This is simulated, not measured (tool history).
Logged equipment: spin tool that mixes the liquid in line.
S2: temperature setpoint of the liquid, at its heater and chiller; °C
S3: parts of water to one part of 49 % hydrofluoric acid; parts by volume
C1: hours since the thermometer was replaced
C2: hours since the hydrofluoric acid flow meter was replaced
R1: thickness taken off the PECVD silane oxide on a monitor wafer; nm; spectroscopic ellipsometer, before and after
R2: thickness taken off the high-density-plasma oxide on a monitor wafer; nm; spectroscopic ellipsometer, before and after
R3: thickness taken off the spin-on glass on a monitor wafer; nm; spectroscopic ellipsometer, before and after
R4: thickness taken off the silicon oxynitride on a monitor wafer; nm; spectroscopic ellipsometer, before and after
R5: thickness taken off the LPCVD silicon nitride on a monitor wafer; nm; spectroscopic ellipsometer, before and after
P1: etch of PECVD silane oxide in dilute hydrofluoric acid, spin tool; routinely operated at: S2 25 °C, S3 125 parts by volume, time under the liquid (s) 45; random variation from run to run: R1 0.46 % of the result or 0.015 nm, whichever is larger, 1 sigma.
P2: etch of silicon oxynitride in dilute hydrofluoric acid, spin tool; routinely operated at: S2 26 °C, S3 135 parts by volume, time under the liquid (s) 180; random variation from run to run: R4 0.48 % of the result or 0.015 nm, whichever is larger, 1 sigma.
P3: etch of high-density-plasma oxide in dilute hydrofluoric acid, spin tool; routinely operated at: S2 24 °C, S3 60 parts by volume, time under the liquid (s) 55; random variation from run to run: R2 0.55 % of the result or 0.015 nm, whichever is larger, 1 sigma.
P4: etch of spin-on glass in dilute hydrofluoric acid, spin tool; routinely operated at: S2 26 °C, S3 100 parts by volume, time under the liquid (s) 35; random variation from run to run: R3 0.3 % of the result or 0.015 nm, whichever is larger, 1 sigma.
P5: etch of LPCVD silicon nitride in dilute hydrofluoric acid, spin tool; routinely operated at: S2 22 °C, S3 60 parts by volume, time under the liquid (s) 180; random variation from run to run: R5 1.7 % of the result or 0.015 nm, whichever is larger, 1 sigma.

run 1 hour=5.6 | process_that_ran=P1 S2=25 S3=125 time_under_the_liquid_(s)=45 | C1=2262.1 C2=555 | R1=11.865
run 2 hour=12.5 | process_that_ran=P1 S2=29 S3=125 time_under_the_liquid_(s)=45 | C1=2269 C2=561.9 | R1=13.916
run 3 hour=19.6 | process_that_ran=P3 S2=24 S3=60 time_under_the_liquid_(s)=55 | C1=2276.1 C2=569 | R2=10.344
run 4 hour=27.4 | process_that_ran=P4 S2=26 S3=100 time_under_the_liquid_(s)=35 | C1=2283.9 C2=576.8 | R3=22.612
run 5 hour=33.9 | process_that_ran=P2 S2=26 S3=230 time_under_the_liquid_(s)=180 | C1=2290.4 C2=583.3 | R4=2.4837
run 6 hour=38.1 | process_that_ran=P3 S2=24 S3=60 time_under_the_liquid_(s)=95 | C1=2294.6 C2=587.5 | R2=17.882
run 7 hour=42.5 | process_that_ran=P2 S2=26 S3=135 time_under_the_liquid_(s)=180 | C1=2299 C2=591.9 | R4=4.5845
run 8 hour=47.7 | process_that_ran=P1 S2=25 S3=125 time_under_the_liquid_(s)=45 | C1=2304.2 C2=597.1 | R1=11.874
run 9 hour=53.1 | process_that_ran=P4 S2=26 S3=170 time_under_the_liquid_(s)=35 | C1=2309.6 C2=602.5 | R3=12.176
run 10 hour=59.5 | process_that_ran=P1 S2=25 S3=125 time_under_the_liquid_(s)=45 | C1=2316 C2=608.9 | R1=11.853
run 11 hour=64.4 | process_that_ran=P4 S2=18 S3=100 time_under_the_liquid_(s)=35 | C1=2320.9 C2=613.8 | R3=16.447
run 12 hour=70.5 | process_that_ran=P3 S2=32 S3=60 time_under_the_liquid_(s)=55 | C1=2327 C2=619.9 | R2=14.219
run 13 hour=74.4 | process_that_ran=P4 S2=26 S3=100 time_under_the_liquid_(s)=15 | C1=2330.9 C2=623.8 | R3=9.7055
run 14 hour=81.7 | process_that_ran=P5 S2=17 S3=60 time_under_the_liquid_(s)=180 | C1=2338.2 C2=631.1 | R5=0.90462
run 15 hour=85.9 | process_that_ran=P1 S2=30.5 S3=125 time_under_the_liquid_(s)=20 | C1=2342.4 C2=635.3 | R1=6.5398
run 16 hour=90.3 | process_that_ran=P1 S2=25 S3=125 time_under_the_liquid_(s)=80 | C1=2346.8 C2=639.7 | R1=21.207
run 17 hour=95.4 | process_that_ran=P2 S2=20.5 S3=135 time_under_the_liquid_(s)=180 | C1=2351.9 C2=644.8 | R4=3.4967
run 18 hour=100.6 | process_that_ran=P1 S2=25 S3=55 time_under_the_liquid_(s)=45 | C1=2357.1 C2=650 | R1=29.751
run 19 hour=106.1 | process_that_ran=P1 S2=18.5 S3=125 time_under_the_liquid_(s)=45 | C1=2362.6 C2=655.5 | R1=9.25
run 20 hour=111.2 | process_that_ran=P1 S2=25 S3=125 time_under_the_liquid_(s)=20 | C1=2367.7 C2=660.6 | R1=5.2559
run 21 hour=118.7 | process_that_ran=P2 S2=26 S3=135 time_under_the_liquid_(s)=320 | C1=2375.2 C2=668.1 | R4=8.1495
run 22 hour=126.3 | process_that_ran=P5 S2=22 S3=60 time_under_the_liquid_(s)=315 | C1=2382.8 C2=675.7 | R5=2.2753
run 23 hour=132.5 | process_that_ran=P5 S2=22 S3=60 time_under_the_liquid_(s)=180 | C1=2389 C2=681.9 | R5=1.3271
run 24 hour=140.3 | process_that_ran=P1 S2=25 S3=125 time_under_the_liquid_(s)=45 | C1=2396.8 C2=689.7 | R1=11.853

Run 25 comes next. What will it give?
run 25 hour=144.8 | process_that_ran=P1 S2=25 S3=205 time_under_the_liquid_(s)=20 | C1=2401.3 C2=694.2 | R1=?

{"run 25": {"R1": 2.9427}}
